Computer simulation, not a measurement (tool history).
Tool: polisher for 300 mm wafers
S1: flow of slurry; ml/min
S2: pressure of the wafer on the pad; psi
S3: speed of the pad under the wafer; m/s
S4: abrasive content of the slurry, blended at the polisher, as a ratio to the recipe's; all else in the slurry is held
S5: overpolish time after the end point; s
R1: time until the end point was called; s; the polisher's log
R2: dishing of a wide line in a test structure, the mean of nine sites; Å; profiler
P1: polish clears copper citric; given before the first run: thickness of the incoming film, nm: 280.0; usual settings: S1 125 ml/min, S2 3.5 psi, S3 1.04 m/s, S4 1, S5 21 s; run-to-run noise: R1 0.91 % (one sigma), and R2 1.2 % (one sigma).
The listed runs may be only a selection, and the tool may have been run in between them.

Run 1, hour 12.5: S1 125 ml/min, S2 3.5 psi, S3 1.04 m/s, S4 1, S5 21 s. Result: R1 128.72 s, R2 328.32 Å.
Run 2, hour 18.7: S1 85 ml/min, S2 1.6 psi, S3 1.04 m/s, S4 1, S5 21 s. Result: R1 298.92 s, R2 150.63 Å.
Run 3, hour 29.9: S1 125 ml/min, S2 3.5 psi, S3 1.04 m/s, S4 1, S5 21 s. Result: R1 128.17 s, R2 320.83 Å.
Run 4, hour 37.6: S1 125 ml/min, S2 3.5 psi, S3 1.04 m/s, S4 1, S5 6 s. Result: R1 129.26 s, R2 103.47 Å.
At hour 40: slurry blender recalibrated.
Run 5, hour 45.4: S1 125 ml/min, S2 3.5 psi, S3 0.54 m/s, S4 1, S5 21 s. Result: R1 247.15 s, R2 187.84 Å.
Run 6, hour 52.7: S1 160 ml/min, S2 3.5 psi, S3 1.04 m/s, S4 1, S5 21 s. Result: R1 123.47 s, R2 335.32 Å.
Run 7, hour 66.1: S1 125 ml/min, S2 3.5 psi, S3 1.04 m/s, S4 1, S5 21 s. Result: R1 129.09 s, R2 324.59 Å.
Run 8, hour 78.2: S1 125 ml/min, S2 3.5 psi, S3 1.04 m/s, S4 0.7, S5 21 s. Result: R1 141.57 s, R2 303 Å.
Run 9, hour 91.6: S1 125 ml/min, S2 3.5 psi, S3 1.04 m/s, S4 1.5, S5 21 s. Result: R1 117.25 s, R2 354.24 Å.
At hour 105: slurry nozzle cleaned.
Run 10, hour 105.8: S1 125 ml/min, S2 5.4 psi, S3 1.04 m/s, S4 1, S5 21 s. Result: R1 84.228 s, R2 452.42 Å.
Run 11, hour 112.7: S1 125 ml/min, S2 3.5 psi, S3 1.04 m/s, S4 1, S5 21 s. Result: R1 128.26 s, R2 320.36 Å.
Run 12, hour 124.4: S1 75 ml/min, S2 3.5 psi, S3 1.04 m/s, S4 1, S5 21 s. Result: R1 146.64 s, R2 291.22 Å.
Run 13, hour 134.5: S1 125 ml/min, S2 3.5 psi, S3 1.04 m/s, S4 1, S5 39 s. Result: R1 127.39 s, R2 507.64 Å.
Run 14, hour 140.8: S1 125 ml/min, S2 3.5 psi, S3 0.78 m/s, S4 1, S5 6 s. Result: R1 168.7 s, R2 79.696 Å.
Run 15, hour 154.7: S1 125 ml/min, S2 3.5 psi, S3 1.04 m/s, S4 1, S5 21 s. Result: R1 127.93 s, R2 321.09 Å.
Run 16, hour 168: S1 125 ml/min, S2 3.5 psi, S3 1.64 m/s, S4 1, S5 21 s. Result: R1 81.665 s, R2 454.72 Å.
Run 17, hour 177.8: S1 125 ml/min, S2 1.8 psi, S3 1.04 m/s, S4 1, S5 21 s. Result: R1 248.54 s, R2 182.58 Å.
Run 18, hour 186.6: S1 125 ml/min, S2 3.5 psi, S3 1.04 m/s, S4 1, S5 21 s. Result: R1 132.02 s, R2 321.86 Å.
Run 19, hour 198.3: S1 125 ml/min, S2 3.5 psi, S3 1.04 m/s, S4 1, S5 21 s. Result: R1 133.07 s, R2 304.78 Å.
Run 20, hour 210.5: S1 125 ml/min, S2 3.5 psi, S3 1.04 m/s, S4 1, S5 21 s. Result: R1 138.88 s, R2 295.58 Å.
At hour 214.8: head pressure recalibrated.
Run 21, hour 221.2: S1 125 ml/min, S2 3.5 psi, S3 1.04 m/s, S4 1, S5 21 s. Result: R1 140.88 s, R2 293.23 Å.
Run 22, hour 233.3: S1 125 ml/min, S2 3.5 psi, S3 1.04 m/s, S4 1, S5 21 s. Result: R1 143.34 s, R2 290.48 Å.
Run 23, hour 240.2: S1 125 ml/min, S2 3.5 psi, S3 1.04 m/s, S4 1, S5 21 s. Result: R1 146.75 s, R2 292.26 Å.
At hour 241.3: slurry blender recalibrated.
Run 24, hour 246.8: S1 125 ml/min, S2 3.5 psi, S3 1.04 m/s, S4 1, S5 21 s. Result: R1 145.48 s, R2 298.37 Å.
Run 25, hour 256.8: S1 125 ml/min, S2 3.5 psi, S3 1.04 m/s, S4 1, S5 21 s. Result: R1 145.4 s, R2 290.04 Å.
Run 26, hour 266.1: S1 125 ml/min, S2 3.5 psi, S3 1.04 m/s, S4 1, S5 21 s. Result: R1 143.67 s, R2 297.94 Å.

The log shows P1 creeping away from where it was. Any of the 2 causes listed here, at the size stated for it, fits the log just as well as the others:
A: slurry flow missing at the pad, % = 36.3
B: removal rate lost through wear of the pad, % = 10.7
The drift started at roughly hour 186.6.
All other causes, with the reason each is excluded:
head's pressure below its setpoint, %: work on it at hour 214.8, done after the drift set in, did not restore what the process gave before
abrasive missing from the slurry, %: work on it at hour 241.3, done after the drift set in, did not restore what the process gave before

Of the 4 check runs below, each run on 2 wafers with the results averaged and each result still a question mark, which one would tell the listed causes apart?
Run check 1, hour 275.4: S1 75 ml/min, S2 2.5 psi, S3 1.04 m/s, S4 1, S5 21 s. Result: R1 ?, R2 ?.
Run check 2, hour 275.4: S1 125 ml/min, S2 3.5 psi, S3 1.6 m/s, S4 1, S5 21 s. Result: R1 ?, R2 ?.
Run check 3, hour 275.4: S1 125 ml/min, S2 1.8 psi, S3 1.04 m/s, S4 1.35, S5 21 s. Result: R1 ?, R2 ?.
Run check 4, hour 275.4: S1 125 ml/min, S2 3.5 psi, S3 0.66 m/s, S4 1.25, S5 21 s. Result: R1 ?, R2 ?.

If the cause were each of the candidates in turn, the checks would give the following:
  check  result    if A    if B
check 1      R1  243.47     229
check 1      R2  184.06  194.52
check 2      R1   94.59  94.567
check 2      R2  414.77  414.85
check 3      R1  258.33  258.27
check 3      R2  173.24  173.28
check 4      R1  214.48  214.43
check 4      R2  207.85   207.9
Per check, the gap between the least separated pair of causes, taken in the result that splits them most: check 1 6.13 %; check 2 0.02 %; check 3 0.02 %; check 4 0.02 %
Check 1 distinguishes between the causes, while the remaining checks would return nearly the same result for all of them.

Check 1 has now been run. It gave: R1 231.16 s; R2 192.63 Å. Which of the candidate causes is it?

The cause is B: removal rate lost through wear of the pad, %.
